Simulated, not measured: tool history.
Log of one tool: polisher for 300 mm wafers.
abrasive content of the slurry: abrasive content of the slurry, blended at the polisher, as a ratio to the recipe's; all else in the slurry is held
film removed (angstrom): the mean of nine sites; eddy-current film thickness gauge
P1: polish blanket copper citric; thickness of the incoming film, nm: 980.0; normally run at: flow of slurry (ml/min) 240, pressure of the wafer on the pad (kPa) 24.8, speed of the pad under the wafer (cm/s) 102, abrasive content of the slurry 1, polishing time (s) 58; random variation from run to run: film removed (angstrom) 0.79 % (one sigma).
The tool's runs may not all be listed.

run   hour  flow of slurry (ml/min)  pressure of the wafer on the pad (kPa)  speed of the pad under the wafer (cm/s)  abrasive content of the slurry  polishing time (s)  film removed (angstrom)
  1     10                      240                                    24.8                                      102                               1                  58                   1763.6
  2   19.4                      240                                    24.8                                      158                               1                  38                   1784.5
  3   28.6                      240                                    24.8                                      102                               1                  58                   1780.3
  4   38.1                      240                                    24.8                                       56                               1                  58                   986.25
  5   49.6                      240                                    24.8                                      102                             0.5                  58                   1492.3
  6   59.3                      240                                    24.8                                      102                               1                  58                   1772.7
  7   71.4                      145                                    24.8                                      102                               1                  58                   1616.3
  8   78.6                      305                                    24.8                                      102                               1                  58                   1794.6
  9   90.8                      240                                    24.8                                      102                               1                  74                   2221.3
 10  101.9                      145                                    37.2                                      102                               1                  58                   2470.9
 11    108                      240                                    38.6                                      102                               1                  58                   2743.3
 12  114.9                      240                                    24.8                                      102                               1                  30                   927.42
 13  121.4                      240                                    24.8                                      102                            1.45                  58                   1908.2
 14  133.8                      240                                    15.2                                      102                               1                  58                   1099.6
 15  142.3                      240                                    24.8                                      102                               1                  58                   1755.7
 16  151.1                      240                                    24.8                                      132                               1                  58                   2241.7
 17  157.7                      240                                    24.8                                      102                               1                  58                   1783.3

Run 18 comes next. What will it give?
 18   164                      240                                    24.8                                      102                               1                  58                        ?

film removed (angstrom): 1695.7

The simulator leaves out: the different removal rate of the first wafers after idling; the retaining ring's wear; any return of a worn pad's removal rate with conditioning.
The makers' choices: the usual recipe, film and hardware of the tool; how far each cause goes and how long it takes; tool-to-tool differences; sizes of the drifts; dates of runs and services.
